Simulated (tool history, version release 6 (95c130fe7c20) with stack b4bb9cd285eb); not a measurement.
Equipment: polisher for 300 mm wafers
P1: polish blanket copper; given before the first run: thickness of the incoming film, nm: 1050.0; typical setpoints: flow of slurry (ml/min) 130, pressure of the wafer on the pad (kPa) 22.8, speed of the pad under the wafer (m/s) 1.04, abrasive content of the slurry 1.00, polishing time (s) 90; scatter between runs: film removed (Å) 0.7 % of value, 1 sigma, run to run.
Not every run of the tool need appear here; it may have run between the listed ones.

run,hour,flow of slurry (ml/min),pressure of the wafer on the pad (kPa),speed of the pad under the wafer (m/s),abrasive content of the slurry,polishing time (s),wafers polished on this pad,hours since the slurry nozzle was cleaned,hours since the head pressure was calibrated,hours since the slurry blender was calibrated,film removed (Å)
1,7.3,130,22.8,1.04,1.00,90,421,451.0,191.4,190.1,2889.5
2,12.9,130,22.8,1.04,1.00,43,473,456.6,197.0,195.7,1399.2
3,20.0,130,22.8,1.04,1.00,90,539,463.7,204.1,202.8,2912.6
4,24.1,130,22.8,1.04,1.50,90,577,467.8,208.2,206.9,3170.7
5,28.2,130,36.5,1.04,1.00,90,615,471.9,212.3,211.0,4691.2
6,35.6,130,22.8,1.04,1.00,90,683,479.3,219.7,218.4,2898.2
7,44.1,130,22.8,1.04,1.00,90,762,487.8,228.2,226.9,2920.6
8,50.6,130,11.7,1.04,1.00,90,822,494.3,234.7,233.4,1486.0
9,56.8,90,22.8,1.04,1.00,90,880,500.5,240.9,239.6,2681.3
10,60.9,130,22.8,1.04,1.00,136,918,504.6,245.0,243.7,4401.8
11,69.4,170,22.8,1.04,1.00,90,997,513.1,253.5,252.2,3032.5
12,77.7,190,29.6,1.04,1.00,90,1074,521.4,261.8,260.5,4009.3
13,83.2,130,22.8,0.52,1.00,90,1125,526.9,267.3,266.0,1452.7
14,90.9,130,22.8,1.04,1.00,90,1196,534.6,275.0,273.7,2952.9
15,96.4,130,22.8,1.54,1.00,90,1247,540.1,280.5,279.2,4290.6
16,103.9,130,22.8,1.04,0.55,90,1317,547.6,288.0,286.7,2620.2
17,109.5,130,22.8,1.04,1.00,90,1369,553.2,293.6,292.3,2899.8
18,113.6,130,22.8,1.04,1.00,90,1407,557.3,297.7,296.4,2842.2
19,121.4,130,22.8,1.04,1.00,90,1479,565.1,305.5,304.2,2780.6
20,125.6,130,22.8,1.04,1.00,90,1518,569.3,309.7,308.4,2719.2
21,132.5,130,22.8,1.04,1.00,90,1582,576.2,316.6,315.3,2707.5
# hour 133.7: slurry blender recalibrated
# hour 136.4: worn pad replaced by a new one
22,136.6,130,22.8,1.04,1.00,90,2,580.3,320.7,3.0,2669.0
23,142.1,130,22.8,1.04,1.00,90,53,585.8,326.2,8.5,2644.3
24,150.7,130,22.8,1.04,1.00,90,132,594.4,334.8,17.1,2610.6
25,158.4,130,22.8,1.04,1.00,90,204,602.1,342.5,24.8,2616.5

Expected results for the next run?
26,165.3,130,22.8,1.04,1.00,90,268,609.0,349.4,31.7,?

{"run 26": {"film removed (Å)": 2631.1}}

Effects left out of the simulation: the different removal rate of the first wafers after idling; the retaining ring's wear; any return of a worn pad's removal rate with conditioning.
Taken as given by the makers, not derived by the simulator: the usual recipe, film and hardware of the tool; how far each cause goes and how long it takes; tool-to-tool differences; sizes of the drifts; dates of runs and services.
